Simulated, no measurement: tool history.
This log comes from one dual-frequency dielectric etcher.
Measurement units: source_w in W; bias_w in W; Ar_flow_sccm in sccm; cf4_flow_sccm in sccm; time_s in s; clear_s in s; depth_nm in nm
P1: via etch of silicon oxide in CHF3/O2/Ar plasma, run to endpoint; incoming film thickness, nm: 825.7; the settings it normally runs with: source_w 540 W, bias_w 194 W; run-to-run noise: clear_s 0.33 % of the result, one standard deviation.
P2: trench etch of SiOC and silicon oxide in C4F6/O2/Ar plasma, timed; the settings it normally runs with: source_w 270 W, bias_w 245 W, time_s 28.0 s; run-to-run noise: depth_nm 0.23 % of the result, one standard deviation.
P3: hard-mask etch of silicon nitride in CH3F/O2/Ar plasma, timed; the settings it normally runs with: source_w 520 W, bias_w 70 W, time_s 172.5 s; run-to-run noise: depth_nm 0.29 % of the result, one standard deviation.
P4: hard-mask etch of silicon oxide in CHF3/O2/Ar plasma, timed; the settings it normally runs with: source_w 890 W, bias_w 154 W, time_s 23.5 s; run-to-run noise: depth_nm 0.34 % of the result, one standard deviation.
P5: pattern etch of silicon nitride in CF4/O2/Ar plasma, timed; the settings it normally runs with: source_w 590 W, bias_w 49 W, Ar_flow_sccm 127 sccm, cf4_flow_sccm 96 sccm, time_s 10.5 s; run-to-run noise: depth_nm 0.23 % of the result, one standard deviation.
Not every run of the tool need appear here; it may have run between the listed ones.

run	day	process	source_w	bias_w	Ar_flow_sccm	cf4_flow_sccm	time_s	clear_s	depth_nm
1	0.171	P1	540	194				431.09	
2	0.383	P5	590	49	127	96	10.5		21.465
3	0.554	P4	890	93			23.5		45.791
4	0.675	P5	590	49	127	56	10.5		19.803
5	0.800	P1	540	194				427.75	
6	1.008	P1	540	261				385.85	
7	1.204	P1	540	194				428.26	
8	1.408	P2	270	245			16.0		30.424
9	1.546	P1	540	194				430.69	
# day 1.692: wet clean of the chamber
10	1.779	P2	370	245			28.0		60.363
11	1.946	P3	300	70			172.5		108.900
12	2.204	P1	540	194				430.18	
13	2.333	P3	520	70			106.5		82.587
14	2.508	P3	520	70			172.5		134.520
15	2.667	P1	730	194				383.49	
16	2.896	P1	660	226				378.91	
17	3.158	P4	890	154			29.5		66.786
18	3.383	P2	270	245			28.0		53.255
19	3.571	P2	270	160			28.0		46.356
20	3.692	P1	350	260				455.30	
21	3.867	P3	520	56			172.5		124.490
22	4.075	P4	890	154			23.5		52.844
23	4.229	P1	400	160				515.65	
24	4.488	P5	590	32	127	96	10.5		18.388
25	4.633	P1	540	194				429.63	
26	4.779	P5	590	49	127	96	6.0		12.266
27	4.983	P1	410	194				477.13	
28	5.125	P4	890	154			23.5		53.061
29	5.292	P5	590	49	165	96	10.5		20.607
30	5.546	P5	830	49	127	96	10.5		28.931
31	5.708	P1	540	124				496.02	
32	5.900	P4	640	154			23.5		46.765
33	6.058	P1	540	194				426.43	
34	6.271	P1	540	194				429.04	
35	6.467	P1	540	194				424.52	
36	6.729	P1	540	194				423.09	
37	6.883	P1	540	194				422.69	
# day 6.962: wet clean of the chamber
38	7.146	P1	540	194				421.85	
39	7.371	P1	540	194				421.34	
40	7.546	P1	540	194				423.08	
41	7.733	P1	540	194				424.53	
42	7.888	P1	540	194				423.84	
43	8.017	P1	540	194				421.88	

P1 has crept away from where it was. The log is fitted equally well by each of these 2 causes, at the sizes shown:
A: bias power that arrives over what is set, % = 4.84
B: source power that arrives over what is set, % = 4.38
The gradual shift began around day 6.058.
Other possible causes, and why each is ruled out:
chamber walls in a state that raises the etch rate, %: serviced after onset, at day 6.962, with no recovery of the prior output

Consider the 4 single-wafer check runs listed below, results given as question marks: which one distinguishes between the causes by giving clearly different results for each?
check 1	8.146	P4	700	96			23.5		?
check 2	8.146	P5	590	34	127	96	6.0		?
check 3	8.146	P3	330	70			138.5		?
check 4	8.146	P2	370	185			28.0		?

How each check would come out, cause by cause:
check	result	if A	if B
check 1	depth_nm	42.434	42.584
check 2	depth_nm	10.904	11.135
check 3	depth_nm	92.082	92.061
check 4	depth_nm	55.604	55.683
Minimum pairwise separation of causes per check, each pair taken at its best-separating result: check 1 0.35 %; check 2 2.1 %; check 3 0.02 %; check 4 0.14 %
Only check 2 tells the causes apart: in the others they would give nearly the same result.

After running check 2, the following was obtained: depth_nm 11.099 nm. Which cause does this point to?

It is B: source power that arrives over what is set, %.
